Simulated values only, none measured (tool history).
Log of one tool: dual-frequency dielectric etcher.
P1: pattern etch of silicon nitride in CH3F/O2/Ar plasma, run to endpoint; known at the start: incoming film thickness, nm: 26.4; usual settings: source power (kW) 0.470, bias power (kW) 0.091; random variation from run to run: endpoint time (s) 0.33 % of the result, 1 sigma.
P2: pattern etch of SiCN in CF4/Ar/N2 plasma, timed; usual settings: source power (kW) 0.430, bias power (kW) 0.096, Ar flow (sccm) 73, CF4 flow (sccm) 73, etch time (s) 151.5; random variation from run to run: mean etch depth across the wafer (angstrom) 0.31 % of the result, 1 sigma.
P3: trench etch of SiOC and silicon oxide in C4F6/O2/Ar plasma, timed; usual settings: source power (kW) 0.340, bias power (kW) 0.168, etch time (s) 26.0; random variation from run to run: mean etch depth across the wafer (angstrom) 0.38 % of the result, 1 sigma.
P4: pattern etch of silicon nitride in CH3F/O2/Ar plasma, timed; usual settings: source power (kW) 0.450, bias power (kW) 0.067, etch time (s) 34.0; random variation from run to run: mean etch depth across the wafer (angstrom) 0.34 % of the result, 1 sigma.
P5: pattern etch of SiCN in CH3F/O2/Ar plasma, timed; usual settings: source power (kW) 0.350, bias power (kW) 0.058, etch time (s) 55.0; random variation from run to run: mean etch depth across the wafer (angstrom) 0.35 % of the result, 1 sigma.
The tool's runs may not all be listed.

run	day	process that ran	source power (kW)	bias power (kW)	etch time (s)	Ar flow (sccm)	CF4 flow (sccm)	endpoint time (s)	mean etch depth across the wafer (angstrom)
1	0.133	P1	0.470	0.091				32.848	
2	0.417	P5	0.350	0.039	55.0				164.77
3	0.646	P2	0.430	0.096	151.5	73	87		1463.70
4	0.900	P3	0.340	0.168	26.0				459.61
5	1.046	P5	0.200	0.058	55.0				150.58
6	1.333	P3	0.340	0.129	26.0				431.29
7	1.604	P1	0.360	0.091				36.300	
8	1.875	P1	0.650	0.068				32.119	
9	2.129	P1	0.470	0.091				32.783	
10	2.342	P4	0.450	0.067	34.0				249.06
11	2.529	P4	0.450	0.067	34.0				246.32
12	2.800	P4	0.450	0.067	18.5				134.46
13	3.071	P5	0.350	0.058	55.0				186.27
14	3.292	P1	0.470	0.091				32.935	
15	3.496	P1	0.470	0.109				30.618	
16	3.667	P1	0.470	0.069				36.236	
17	3.812	P4	0.570	0.067	34.0				270.67
18	4.050	P5	0.350	0.058	81.5				277.38
19	4.188	P1	0.560	0.091				30.926	
20	4.346	P3	0.340	0.168	18.5				330.43
21	4.617	P2	0.430	0.096	151.5	52	73		1493.20
22	4.850	P3	0.440	0.168	26.0				512.29
23	4.979	P1	0.470	0.091				32.854	
24	5.112	P2	0.430	0.096	151.5	73	73		1439.60
25	5.375	P2	0.430	0.096	206.5	73	73		1963.10
26	5.638	P2	0.280	0.096	151.5	73	73		988.54
27	5.779	P2	0.430	0.122	151.5	73	73		1557.00
28	5.917	P3	0.340	0.168	26.0				463.91
29	6.171	P4	0.450	0.083	34.0				265.96
30	6.412	P1	0.470	0.091				32.963	
31	6.654	P1	0.470	0.091				33.313	
32	6.817	P1	0.470	0.091				33.193	
# day 6.879: wet clean of the chamber
33	6.950	P1	0.470	0.091				33.481	
34	7.100	P1	0.470	0.091				33.388	
35	7.367	P1	0.470	0.091				33.509	
36	7.612	P1	0.470	0.091				33.384	

What P1 gives has crept away from where it was. These 2 causes fit the log equally well, each at the size given:
A: source power that arrives under what is set, % = 4.32
B: bias power that arrives under what is set, % = 4.56
The creep began at about day 6.412.
Why every other cause is out:
chamber walls in a state that lowers the etch rate, %: serviced at day 6.879, which brought nothing back

4 check runs are offered, each on 2 wafers whose results are averaged, their results left as question marks. Which one tells the causes apart?
check 1	7.858	P5	0.220	0.045	55.0				?
check 2	7.858	P4	0.450	0.080	27.0				?
check 3	7.858	P2	0.430	0.113	186.0	73	73		?
check 4	7.858	P3	0.340	0.132	19.5				?

What each check would give under each cause:
check	result	if A	if B
check 1	mean etch depth across the wafer (angstrom)	140.72	140.93
check 2	mean etch depth across the wafer (angstrom)	204.92	205.03
check 3	mean etch depth across the wafer (angstrom)	1798.50	1838.10
check 4	mean etch depth across the wafer (angstrom)	317.89	319.04
How far apart the two closest causes lie, in the result that separates them most: check 1 0.15 %; check 2 0.05 %; check 3 2.18 %; check 4 0.36 %
Only check 3 tells the causes apart: in the others they would give nearly the same result.

Then check 3 was run and gave: mean etch depth across the wafer (angstrom) 1836.00. Which cause is it?

It is B: bias power that arrives under what is set, %.
